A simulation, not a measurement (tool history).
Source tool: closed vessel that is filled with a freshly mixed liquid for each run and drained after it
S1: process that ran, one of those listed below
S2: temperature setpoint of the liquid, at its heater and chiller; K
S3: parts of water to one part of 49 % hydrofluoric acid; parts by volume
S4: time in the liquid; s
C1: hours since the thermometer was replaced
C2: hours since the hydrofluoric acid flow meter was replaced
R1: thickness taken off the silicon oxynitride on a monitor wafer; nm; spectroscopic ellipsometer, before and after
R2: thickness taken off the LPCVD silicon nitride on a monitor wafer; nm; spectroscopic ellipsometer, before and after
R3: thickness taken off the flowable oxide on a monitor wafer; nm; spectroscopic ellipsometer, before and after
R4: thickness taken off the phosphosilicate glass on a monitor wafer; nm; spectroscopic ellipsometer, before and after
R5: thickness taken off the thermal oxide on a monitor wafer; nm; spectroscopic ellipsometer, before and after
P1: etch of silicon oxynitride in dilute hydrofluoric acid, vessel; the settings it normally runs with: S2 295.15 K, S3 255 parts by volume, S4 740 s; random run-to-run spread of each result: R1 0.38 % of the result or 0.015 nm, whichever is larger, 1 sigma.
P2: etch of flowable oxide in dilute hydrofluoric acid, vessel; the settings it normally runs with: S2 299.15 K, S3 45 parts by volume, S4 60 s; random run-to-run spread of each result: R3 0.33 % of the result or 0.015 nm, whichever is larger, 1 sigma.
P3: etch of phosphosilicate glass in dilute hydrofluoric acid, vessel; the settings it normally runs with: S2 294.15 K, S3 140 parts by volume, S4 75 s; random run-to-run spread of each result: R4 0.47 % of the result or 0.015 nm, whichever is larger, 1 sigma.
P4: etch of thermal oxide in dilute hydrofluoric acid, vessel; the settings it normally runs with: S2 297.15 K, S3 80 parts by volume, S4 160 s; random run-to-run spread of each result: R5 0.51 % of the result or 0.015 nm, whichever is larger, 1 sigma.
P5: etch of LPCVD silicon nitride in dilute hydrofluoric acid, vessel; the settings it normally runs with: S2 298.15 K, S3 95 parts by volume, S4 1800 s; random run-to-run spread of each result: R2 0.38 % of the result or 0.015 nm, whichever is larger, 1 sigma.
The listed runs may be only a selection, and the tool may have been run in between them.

{"run": 1, "hour": 8.2, "S1": "P1", "S2": 295.15, "S3": 255, "S4": 740, "C1": 1193.7, "C2": 982.5, "R1": 10.114}
{"run": 2, "hour": 15.0, "S1": "P1", "S2": 295.15, "S3": 360, "S4": 740, "C1": 1200.5, "C2": 989.3, "R1": 6.7394}
{"run": 3, "hour": 22.3, "S1": "P5", "S2": 298.15, "S3": 95, "S4": 3165, "C1": 1207.8, "C2": 996.6, "R2": 18.771}
{"run": 4, "hour": 31.9, "S1": "P2", "S2": 299.15, "S3": 20, "S4": 60, "C1": 1217.4, "C2": 1006.2, "R3": 137.03}
{"run": 5, "hour": 39.1, "S1": "P2", "S2": 305.15, "S3": 45, "S4": 60, "C1": 1224.6, "C2": 1013.4, "R3": 74.408}
{"run": 6, "hour": 44.5, "S1": "P1", "S2": 290.15, "S3": 255, "S4": 740, "C1": 1230.0, "C2": 1018.8, "R1": 8.0502}
{"run": 7, "hour": 52.2, "S1": "P5", "S2": 298.15, "S3": 95, "S4": 1800, "C1": 1237.7, "C2": 1026.5, "R2": 10.631}
{"run": 8, "hour": 57.7, "S1": "P3", "S2": 294.15, "S3": 140, "S4": 75, "C1": 1243.2, "C2": 1032.0, "R4": 42.069}
{"run": 9, "hour": 63.5, "S1": "P1", "S2": 295.15, "S3": 255, "S4": 740, "C1": 1249.0, "C2": 1037.8, "R1": 10.081}
{"run": 10, "hour": 74.5, "S1": "P1", "S2": 295.15, "S3": 255, "S4": 1065, "C1": 1260.0, "C2": 1048.8, "R1": 14.514}
{"run": 11, "hour": 85.7, "S1": "P1", "S2": 301.15, "S3": 255, "S4": 740, "C1": 1271.2, "C2": 1060.0, "R1": 13.083}
{"run": 12, "hour": 94.5, "S1": "P4", "S2": 297.15, "S3": 80, "S4": 310, "C1": 1280.0, "C2": 1068.8, "R5": 19.363}
{"run": 13, "hour": 104.6, "S1": "P1", "S2": 295.15, "S3": 255, "S4": 740, "C1": 1290.1, "C2": 1078.9, "R1": 10.079}
{"run": 14, "hour": 114.2, "S1": "P4", "S2": 290.15, "S3": 80, "S4": 160, "C1": 1299.7, "C2": 1088.5, "R5": 7.4891}
{"run": 15, "hour": 123.3, "S1": "P5", "S2": 298.15, "S3": 95, "S4": 1800, "C1": 1308.8, "C2": 1097.6, "R2": 10.65}
{"run": 16, "hour": 131.2, "S1": "P2", "S2": 299.15, "S3": 45, "S4": 60, "C1": 1316.7, "C2": 1105.5, "R3": 58.614}
{"run": 17, "hour": 136.3, "S1": "P1", "S2": 295.15, "S3": 255, "S4": 740, "C1": 1321.8, "C2": 1110.6, "R1": 10.057}
{"run": 18, "hour": 142.5, "S1": "P1", "S2": 295.15, "S3": 105, "S4": 740, "C1": 1328.0, "C2": 1116.8, "R1": 27.368}
{"run": 19, "hour": 151.7, "S1": "P3", "S2": 294.15, "S3": 140, "S4": 30, "C1": 1337.2, "C2": 1126.0, "R4": 16.775}
{"run": 20, "hour": 161.6, "S1": "P4", "S2": 297.15, "S3": 115, "S4": 160, "C1": 1347.1, "C2": 1135.9, "R5": 6.5411}
{"run": 21, "hour": 166.5, "S1": "P3", "S2": 294.15, "S3": 255, "S4": 75, "C1": 1352.0, "C2": 1140.8, "R4": 20.601}
{"run": 22, "hour": 174.3, "S1": "P1", "S2": 295.15, "S3": 130, "S4": 250, "C1": 1359.8, "C2": 1148.6, "R1": 7.286}
{"run": 23, "hour": 182.2, "S1": "P1", "S2": 295.15, "S3": 255, "S4": 110, "C1": 1367.7, "C2": 1156.5, "R1": 1.4865}
{"run": 24, "hour": 190.3, "S1": "P2", "S2": 299.15, "S3": 45, "S4": 100, "C1": 1375.8, "C2": 1164.6, "R3": 97.43}
{"run": 25, "hour": 200.6, "S1": "P5", "S2": 298.15, "S3": 135, "S4": 1800, "C1": 1386.1, "C2": 1174.9, "R2": 7.4715}
{"hour": 205.0, "done": "hydrofluoric acid flow meter replaced"}
{"run": 26, "hour": 210.7, "S1": "P3", "S2": 294.15, "S3": 140, "S4": 75, "C1": 1396.2, "C2": 5.8, "R4": 41.883}
{"run": 27, "hour": 217.1, "S1": "P1", "S2": 295.15, "S3": 255, "S4": 740, "C1": 1402.6, "C2": 12.2, "R1": 10.176}
{"run": 28, "hour": 226.3, "S1": "P3", "S2": 290.15, "S3": 140, "S4": 75, "C1": 1411.8, "C2": 21.4, "R4": 35.86}
{"run": 29, "hour": 237.3, "S1": "P5", "S2": 291.15, "S3": 95, "S4": 1800, "C1": 1422.8, "C2": 32.4, "R2": 6.6198}
{"run": 30, "hour": 247.6, "S1": "P4", "S2": 297.15, "S3": 80, "S4": 160, "C1": 1433.1, "C2": 42.7, "R5": 9.9391}
{"run": 31, "hour": 252.7, "S1": "P1", "S2": 299.15, "S3": 255, "S4": 1320, "C1": 1438.2, "C2": 47.8, "R1": 21.555}
{"run": 32, "hour": 264.2, "S1": "P1", "S2": 295.15, "S3": 255, "S4": 740, "C1": 1449.7, "C2": 59.3, "R1": 10.127}
{"run": 33, "hour": 270.9, "S1": "P1", "S2": 295.15, "S3": 255, "S4": 740, "C1": 1456.4, "C2": 66.0, "R1": 10.077}
{"run": 34, "hour": 276.0, "S1": "P1", "S2": 295.15, "S3": 255, "S4": 740, "C1": 1461.5, "C2": 71.1, "R1": 10.349}
{"run": 35, "hour": 284.9, "S1": "P1", "S2": 295.15, "S3": 255, "S4": 740, "C1": 1470.4, "C2": 80.0, "R1": 10.635}
{"run": 36, "hour": 295.7, "S1": "P1", "S2": 295.15, "S3": 255, "S4": 740, "C1": 1481.2, "C2": 90.8, "R1": 10.816}
{"run": 37, "hour": 306.3, "S1": "P1", "S2": 295.15, "S3": 255, "S4": 740, "C1": 1491.8, "C2": 101.4, "R1": 10.777}
{"run": 38, "hour": 316.0, "S1": "P1", "S2": 295.15, "S3": 255, "S4": 740, "C1": 1501.5, "C2": 111.1, "R1": 10.974}
{"run": 39, "hour": 321.3, "S1": "P1", "S2": 295.15, "S3": 255, "S4": 740, "C1": 1506.8, "C2": 116.4, "R1": 10.884}
{"run": 40, "hour": 328.9, "S1": "P1", "S2": 295.15, "S3": 255, "S4": 740, "C1": 1514.4, "C2": 124.0, "R1": 10.872}

P1 has crept away from where it was. The log is fitted equally well by each of these 2 causes, at the sizes shown:
A: hydrofluoric acid flow above the setpoint (%) = 6.67
B: liquid hotter than its thermometer reads (K) = 1.72
The process output started creeping at around hour 270.9.

Of the 4 check runs listed below, each run on one wafer and each result written as a question mark, which would let you distinguish the listed causes because they would give clearly different results?
{"run": "check 1", "hour": 336.5, "S1": "P5", "S2": 298.15, "S3": 95, "S4": 2970, "R2": "?"}
{"run": "check 2", "hour": 336.5, "S1": "P4", "S2": 293.65, "S3": 80, "S4": 265, "R5": "?"}
{"run": "check 3", "hour": 336.5, "S1": "P3", "S2": 290.15, "S3": 140, "S4": 30, "R4": "?"}
{"run": "check 4", "hour": 336.5, "S1": "P2", "S2": 305.15, "S3": 45, "S4": 60, "R3": "?"}

Expected result of each check under each candidate cause:
check=check_1 result=R2 if_A=18.7050 if_B=19.6260
check=check_2 result=R5 if_A=15.3530 if_B=15.3590
check=check_3 result=R4 if_A=15.382 if_B=15.338
check=check_4 result=R3 if_A=79.596 if_B=79.378
How far apart the two closest causes lie, in the result that separates them most: check 1 4.8 %; check 2 0.04 %; check 3 0.29 %; check 4 0.28 %
The causes can be told apart only by check 1. The other checks would give nearly the same results under each of them.

Check 1 was carried out, with these results: R2 18.7320 nm. Which of the listed causes is responsible?

It is A: hydrofluoric acid flow above the setpoint (%).
